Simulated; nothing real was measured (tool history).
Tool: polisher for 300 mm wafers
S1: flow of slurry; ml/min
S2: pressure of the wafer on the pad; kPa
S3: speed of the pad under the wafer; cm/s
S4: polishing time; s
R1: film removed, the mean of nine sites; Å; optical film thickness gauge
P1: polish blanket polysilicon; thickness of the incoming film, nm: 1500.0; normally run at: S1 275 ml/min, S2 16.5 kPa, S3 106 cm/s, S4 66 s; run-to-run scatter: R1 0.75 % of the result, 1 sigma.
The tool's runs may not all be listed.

Run 1, hour 10.3: S1 275 ml/min, S2 16.5 kPa, S3 106 cm/s, S4 66 s. Result: R1 4199.1 Å.
Run 2, hour 18.1: S1 400 ml/min, S2 16.5 kPa, S3 106 cm/s, S4 66 s. Result: R1 4325.1 Å.
Run 3, hour 31.8: S1 275 ml/min, S2 16.5 kPa, S3 106 cm/s, S4 66 s. Result: R1 4158.2 Å.
Run 4, hour 47.1: S1 275 ml/min, S2 16.5 kPa, S3 58 cm/s, S4 66 s. Result: R1 2246.6 Å.
Run 5, hour 62.4: S1 275 ml/min, S2 16.5 kPa, S3 106 cm/s, S4 66 s. Result: R1 4215.3 Å.
Run 6, hour 75.1: S1 275 ml/min, S2 12.4 kPa, S3 106 cm/s, S4 66 s. Result: R1 3115.5 Å.
Run 7, hour 83.8: S1 165 ml/min, S2 16.5 kPa, S3 106 cm/s, S4 89 s. Result: R1 5321.8 Å.
Run 8, hour 100.5: S1 275 ml/min, S2 25.5 kPa, S3 106 cm/s, S4 66 s. Result: R1 6522.3 Å.
Run 9, hour 111.6: S1 275 ml/min, S2 16.5 kPa, S3 106 cm/s, S4 66 s. Result: R1 4201.2 Å.
Run 10, hour 123.5: S1 275 ml/min, S2 16.5 kPa, S3 166 cm/s, S4 66 s. Result: R1 6552.5 Å.
Run 11, hour 134.6: S1 275 ml/min, S2 16.5 kPa, S3 106 cm/s, S4 100 s. Result: R1 6378.8 Å.
Run 12, hour 149.2: S1 190 ml/min, S2 9 kPa, S3 106 cm/s, S4 66 s. Result: R1 2192.6 Å.
Run 13, hour 162.9: S1 275 ml/min, S2 16.5 kPa, S3 52 cm/s, S4 86 s. Result: R1 2680.5 Å.
Run 14, hour 178: S1 165 ml/min, S2 16.5 kPa, S3 106 cm/s, S4 66 s. Result: R1 3930.7 Å.
Run 15, hour 192.5: S1 275 ml/min, S2 16.5 kPa, S3 106 cm/s, S4 48 s. Result: R1 3006.3 Å.
Run 16, hour 209.2: S1 275 ml/min, S2 16.5 kPa, S3 106 cm/s, S4 66 s. Result: R1 4142.1 Å.
Run 17, hour 222.3: S1 275 ml/min, S2 16.5 kPa, S3 106 cm/s, S4 66 s. Result: R1 4103.5 Å.
Run 18, hour 233.5: S1 275 ml/min, S2 16.5 kPa, S3 106 cm/s, S4 66 s. Result: R1 4058.1 Å.
Run 19, hour 248.3: S1 275 ml/min, S2 16.5 kPa, S3 106 cm/s, S4 66 s. Result: R1 3977.4 Å.
At hour 253.8: worn pad replaced by a new one.
Run 20, hour 258.1: S1 275 ml/min, S2 16.5 kPa, S3 106 cm/s, S4 66 s. Result: R1 3992.8 Å.
Run 21, hour 271.3: S1 275 ml/min, S2 16.5 kPa, S3 106 cm/s, S4 66 s. Result: R1 3909 Å.
Run 22, hour 279.7: S1 275 ml/min, S2 16.5 kPa, S3 106 cm/s, S4 66 s. Result: R1 4019.5 Å.
Run 23, hour 296.8: S1 275 ml/min, S2 16.5 kPa, S3 106 cm/s, S4 66 s. Result: R1 3930.5 Å.

What P1 gives has crept away from where it was. These 2 causes fit the log equally well, each at the size given:
A: slurry flow missing at the pad, % = 37.4
B: head's pressure below its setpoint, % = 5.63
The creep began at about hour 209.2.
Why every other cause is out:
removal rate lost through wear of the pad, %: serviced at hour 253.8, which brought nothing back

4 check runs are offered, each on 3 wafers whose results are averaged, their results left as question marks. Which one tells the causes apart?
Run check 1, hour 313.9: S1 165 ml/min, S2 16.5 kPa, S3 106 cm/s, S4 86 s. Result: R1 ?.
Run check 2, hour 313.9: S1 275 ml/min, S2 20.7 kPa, S3 106 cm/s, S4 66 s. Result: R1 ?.
Run check 3, hour 313.9: S1 275 ml/min, S2 16.5 kPa, S3 164 cm/s, S4 66 s. Result: R1 ?.
Run check 4, hour 313.9: S1 275 ml/min, S2 16.5 kPa, S3 74 cm/s, S4 66 s. Result: R1 ?.

What each check would give under each cause:
  check  result    if A    if B
check 1      R1  4667.9  4834.8
check 2      R1  4947.4  4947.3
check 3      R1  6123.5  6123.5
check 4      R1  2763.1    2763
How far apart the two closest causes lie, in the result that separates them most: check 1 3.51 %; check 2 0 %; check 3 0 %; check 4 0 %
Only check 1 tells the causes apart: in the others they would give nearly the same result.

Then check 1 was run and gave: R1 4653.1 Å. Which cause is it?

It is A: slurry flow missing at the pad, %.

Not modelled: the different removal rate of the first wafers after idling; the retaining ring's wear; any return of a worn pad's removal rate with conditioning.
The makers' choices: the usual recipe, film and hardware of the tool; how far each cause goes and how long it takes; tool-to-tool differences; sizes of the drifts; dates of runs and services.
